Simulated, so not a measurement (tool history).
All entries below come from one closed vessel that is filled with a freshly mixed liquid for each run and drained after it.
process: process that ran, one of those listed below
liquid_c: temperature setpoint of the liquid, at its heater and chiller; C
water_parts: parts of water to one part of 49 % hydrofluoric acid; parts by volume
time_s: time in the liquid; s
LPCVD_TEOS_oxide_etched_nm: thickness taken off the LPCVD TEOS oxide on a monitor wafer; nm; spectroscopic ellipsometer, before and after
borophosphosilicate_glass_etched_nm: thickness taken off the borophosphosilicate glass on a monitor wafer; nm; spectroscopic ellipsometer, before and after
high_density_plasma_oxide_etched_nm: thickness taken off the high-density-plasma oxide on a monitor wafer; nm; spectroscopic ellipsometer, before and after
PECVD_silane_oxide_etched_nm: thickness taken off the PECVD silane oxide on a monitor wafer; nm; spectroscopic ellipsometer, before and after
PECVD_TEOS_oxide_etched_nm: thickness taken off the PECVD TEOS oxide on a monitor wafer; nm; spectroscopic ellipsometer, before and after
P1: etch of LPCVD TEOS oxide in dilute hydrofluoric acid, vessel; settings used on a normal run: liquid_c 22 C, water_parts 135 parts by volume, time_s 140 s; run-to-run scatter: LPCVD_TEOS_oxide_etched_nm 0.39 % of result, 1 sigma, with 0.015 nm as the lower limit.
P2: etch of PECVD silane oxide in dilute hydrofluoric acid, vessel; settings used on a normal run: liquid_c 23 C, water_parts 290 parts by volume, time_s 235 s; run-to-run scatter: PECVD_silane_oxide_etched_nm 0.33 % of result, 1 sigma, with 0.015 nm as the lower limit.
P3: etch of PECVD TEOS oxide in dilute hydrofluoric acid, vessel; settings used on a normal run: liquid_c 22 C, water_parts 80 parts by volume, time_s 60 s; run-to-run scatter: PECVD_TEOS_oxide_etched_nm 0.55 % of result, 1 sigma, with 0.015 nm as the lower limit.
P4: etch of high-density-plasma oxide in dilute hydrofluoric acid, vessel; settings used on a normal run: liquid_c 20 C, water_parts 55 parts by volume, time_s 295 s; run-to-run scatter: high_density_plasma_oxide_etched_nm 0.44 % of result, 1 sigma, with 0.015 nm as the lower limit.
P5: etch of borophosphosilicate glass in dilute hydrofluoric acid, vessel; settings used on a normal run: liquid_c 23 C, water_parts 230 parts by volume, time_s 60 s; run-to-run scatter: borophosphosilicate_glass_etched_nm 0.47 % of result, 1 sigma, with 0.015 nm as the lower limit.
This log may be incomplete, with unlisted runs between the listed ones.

| run | hour | process | liquid_c | water_parts | time_s | LPCVD_TEOS_oxide_etched_nm | borophosphosilicate_glass_etched_nm | high_density_plasma_oxide_etched_nm | PECVD_silane_oxide_etched_nm | PECVD_TEOS_oxide_etched_nm |
|---|---|---|---|---|---|---|---|---|---|---|
| 1 | 6.3 | P1 | 22 | 135 | 140 | 24.6 |  |  |  |  |
| 2 | 9.9 | P5 | 23 | 365 | 60 |  | 7.5027 |  |  |  |
| 3 | 15 | P4 | 20 | 55 | 575 |  |  | 75.26 |  |  |
| 4 | 19.4 | P1 | 22 | 135 | 140 | 24.51 |  |  |  |  |
| 5 | 25.9 | P1 | 18.5 | 135 | 70 | 10.733 |  |  |  |  |
| 6 | 31.1 | P2 | 23 | 290 | 465 |  |  |  | 20.178 |  |
| 7 | 37.8 | P1 | 22 | 135 | 140 | 24.569 |  |  |  |  |
| 8 | 44.4 | P1 | 22 | 135 | 140 | 24.67 |  |  |  |  |
| 9 | 48.2 | P3 | 17 | 80 | 60 |  |  |  |  | 8.5105 |
| 10 | 52 | P1 | 22 | 20 | 140 | 190.25 |  |  |  |  |
| 11 | 55.4 | P4 | 20 | 55 | 295 |  |  | 38.641 |  |  |
| 12 | 59.1 | P2 | 29.5 | 290 | 235 |  |  |  | 12.716 |  |
| 13 | 63.1 | P1 | 22 | 135 | 140 | 24.775 |  |  |  |  |
| 14 | 69.9 | P3 | 22 | 80 | 115 |  |  |  |  | 20.1 |
| 15 | 73.1 | P3 | 22 | 80 | 60 |  |  |  |  | 10.481 |
| 16 | 76.6 | P5 | 23 | 230 | 60 |  | 13.456 |  |  |  |
| 17 | 82.7 | P1 | 18 | 135 | 140 | 20.943 |  |  |  |  |
| 18 | 87.6 | P2 | 23 | 290 | 235 |  |  |  | 10.208 |  |
| 19 | 94 | P3 | 22 | 130 | 60 |  |  |  |  | 6.1298 |
| 20 | 97.1 | P3 | 22 | 80 | 60 |  |  |  |  | 10.452 |
| 21 | 103.1 | P2 | 23 | 400 | 235 |  |  |  | 6.6825 |  |
| 22 | 107 | P5 | 23 | 230 | 30 |  | 6.7293 |  |  |  |
| 23 | 113.2 | P4 | 28 | 55 | 295 |  |  | 53.938 |  |  |
| 24 | 118.1 | P1 | 22 | 135 | 30 | 5.2596 |  |  |  |  |
| 25 | 121.8 | P1 | 22 | 135 | 270 | 47.495 |  |  |  |  |
| 26 | 125.5 | P2 | 23 | 290 | 235 |  |  |  | 10.212 |  |
| 27 | 131.5 | P1 | 22 | 190 | 140 | 16.508 |  |  |  |  |
| 28 | 137.2 | P1 | 27.5 | 135 | 140 | 30.357 |  |  |  |  |
| 29 | 140.1 | P4 | 20 | 20 | 295 |  |  | 109.91 |  |  |
| 30 | 143.7 | P1 | 22 | 135 | 140 | 24.635 |  |  |  |  |
| 31 | 149.8 | P5 | 17.5 | 230 | 60 |  | 10.882 |  |  |  |
| 32 | 155.2 | P1 | 26.5 | 60 | 140 | 72.856 |  |  |  |  |
| 33 | 161.7 | P1 | 22 | 85 | 45 | 13.324 |  |  |  |  |
| 34 | 165.3 | P1 | 22 | 135 | 140 | 24.724 |  |  |  |  |
| 35 | 171.8 | P1 | 22 | 135 | 140 | 23.83 |  |  |  |  |
| 36 | 178.1 | P1 | 22 | 135 | 140 | 23.171 |  |  |  |  |
| 37 | 184.1 | P1 | 22 | 135 | 140 | 22.85 |  |  |  |  |
| 38 | 190.7 | P1 | 22 | 135 | 140 | 22.758 |  |  |  |  |
| 39 | 194.5 | P1 | 22 | 135 | 140 | 22.63 |  |  |  |  |
| 40 | 200.6 | P1 | 22 | 135 | 140 | 22.546 |  |  |  |  |
| 41 | 203.9 | P1 | 22 | 135 | 140 | 22.415 |  |  |  |  |
| 42 | 207.3 | P1 | 22 | 135 | 140 | 22.544 |  |  |  |  |
| 43 | 211.6 | P1 | 22 | 135 | 140 | 22.448 |  |  |  |  |

Something has made what P1 gives creep away from where it was; the 2 causes below, each at its own stated size, fit the log equally well:
A: hydrofluoric acid flow below the setpoint (%) = 7.72
B: liquid colder than its thermometer reads (K) = 2.33
At approximately hour 165.3, the process output began to creep.

4 check runs are offered, one wafer each, their results left as question marks. Which one tells the causes apart?
| check 1 | 215.9 | P3 | 17 | 120 | 60 |  |  |  |  | ? |
| check 2 | 215.9 | P2 | 28.5 | 385 | 235 |  |  |  | ? |  |
| check 3 | 215.9 | P5 | 18 | 230 | 60 |  | ? |  |  |  |
| check 4 | 215.9 | P4 | 26.5 | 55 | 515 |  |  | ? |  |  |

Outcome of each check run for each possible cause:
| check | result | if A | if B |
|---|---|---|---|
| check 1 | PECVD_TEOS_oxide_etched_nm | 4.9846 | 4.9459 |
| check 2 | PECVD_silane_oxide_etched_nm | 7.5385 | 7.8301 |
| check 3 | borophosphosilicate_glass_etched_nm | 10.099 | 10.16 |
| check 4 | high_density_plasma_oxide_etched_nm | 80.706 | 80.083 |
Separation of the two closest causes in each check, using whichever result separates them best: check 1 0.78 %; check 2 3.79 %; check 3 0.6 %; check 4 0.77 %
Check 2 tells the causes apart: in the others they would give nearly the same result.

With check 2 done, the readings were: PECVD_silane_oxide_etched_nm 7.8274 nm. Identify which of the listed causes applies.

The correct cause is B, namely: liquid colder than its thermometer reads (K).
